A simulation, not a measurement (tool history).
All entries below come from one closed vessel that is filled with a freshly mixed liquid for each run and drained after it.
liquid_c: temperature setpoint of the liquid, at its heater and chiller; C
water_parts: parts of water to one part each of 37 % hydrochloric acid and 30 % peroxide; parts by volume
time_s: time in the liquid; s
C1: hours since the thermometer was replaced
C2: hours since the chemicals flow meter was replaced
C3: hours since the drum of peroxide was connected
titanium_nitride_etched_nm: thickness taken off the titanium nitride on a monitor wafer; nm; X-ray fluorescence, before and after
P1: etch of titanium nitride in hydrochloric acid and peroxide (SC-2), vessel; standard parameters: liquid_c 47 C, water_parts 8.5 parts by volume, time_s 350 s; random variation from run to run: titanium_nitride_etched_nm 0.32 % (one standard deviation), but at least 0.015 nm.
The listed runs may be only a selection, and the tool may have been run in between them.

{"run": 1, "hour": 5.2, "liquid_c": 47, "water_parts": 8.5, "time_s": 350, "C1": 848.8, "C2": 1155.1, "C3": 286.9, "titanium_nitride_etched_nm": 9.2549}
{"run": 2, "hour": 10.8, "liquid_c": 47, "water_parts": 8.5, "time_s": 70, "C1": 854.4, "C2": 1160.7, "C3": 292.5, "titanium_nitride_etched_nm": 1.8572}
{"hour": 11.2, "done": "chemicals flow meter replaced"}
{"run": 3, "hour": 13.5, "liquid_c": 47, "water_parts": 8.5, "time_s": 350, "C1": 857.1, "C2": 2.3, "C3": 295.2, "titanium_nitride_etched_nm": 9.3173}
{"run": 4, "hour": 19.2, "liquid_c": 47, "water_parts": 14.5, "time_s": 350, "C1": 862.8, "C2": 8, "C3": 300.9, "titanium_nitride_etched_nm": 5.9156}
{"run": 5, "hour": 22.6, "liquid_c": 47, "water_parts": 8.5, "time_s": 350, "C1": 866.2, "C2": 11.4, "C3": 304.3, "titanium_nitride_etched_nm": 9.3043}
{"run": 6, "hour": 27.7, "liquid_c": 38, "water_parts": 4, "time_s": 350, "C1": 871.3, "C2": 16.5, "C3": 309.4, "titanium_nitride_etched_nm": 8.6261}
{"run": 7, "hour": 32.6, "liquid_c": 57, "water_parts": 8.5, "time_s": 350, "C1": 876.2, "C2": 21.4, "C3": 314.3, "titanium_nitride_etched_nm": 17.909}
{"run": 8, "hour": 37.9, "liquid_c": 62, "water_parts": 5, "time_s": 350, "C1": 881.5, "C2": 26.7, "C3": 319.6, "titanium_nitride_etched_nm": 36.838}
{"run": 9, "hour": 43.5, "liquid_c": 47, "water_parts": 8.5, "time_s": 350, "C1": 887.1, "C2": 32.3, "C3": 325.2, "titanium_nitride_etched_nm": 9.2908}
{"run": 10, "hour": 48.5, "liquid_c": 35, "water_parts": 8.5, "time_s": 350, "C1": 892.1, "C2": 37.3, "C3": 330.2, "titanium_nitride_etched_nm": 4.0079}
{"run": 11, "hour": 52.4, "liquid_c": 47, "water_parts": 8.5, "time_s": 350, "C1": 896, "C2": 41.2, "C3": 334.1, "titanium_nitride_etched_nm": 9.2246}
{"run": 12, "hour": 55.1, "liquid_c": 47, "water_parts": 4, "time_s": 350, "C1": 898.7, "C2": 43.9, "C3": 336.8, "titanium_nitride_etched_nm": 16.179}
{"run": 13, "hour": 58.2, "liquid_c": 47, "water_parts": 8.5, "time_s": 665, "C1": 901.8, "C2": 47, "C3": 339.9, "titanium_nitride_etched_nm": 17.645}
{"run": 14, "hour": 62.3, "liquid_c": 47, "water_parts": 8.5, "time_s": 350, "C1": 905.9, "C2": 51.1, "C3": 344, "titanium_nitride_etched_nm": 9.2935}
{"hour": 62.5, "done": "thermometer replaced"}
{"run": 15, "hour": 67.8, "liquid_c": 47, "water_parts": 8.5, "time_s": 350, "C1": 5.3, "C2": 56.6, "C3": 349.5, "titanium_nitride_etched_nm": 9.2246}

For run 16, what comes out?
{"run": 16, "hour": 72.4, "liquid_c": 47, "water_parts": 11.5, "time_s": 30, "C1": 9.9, "C2": 61.2, "C3": 354.1, "titanium_nitride_etched_nm": "?"}

Run 16 produced titanium_nitride_etched_nm 0.65766 nm.
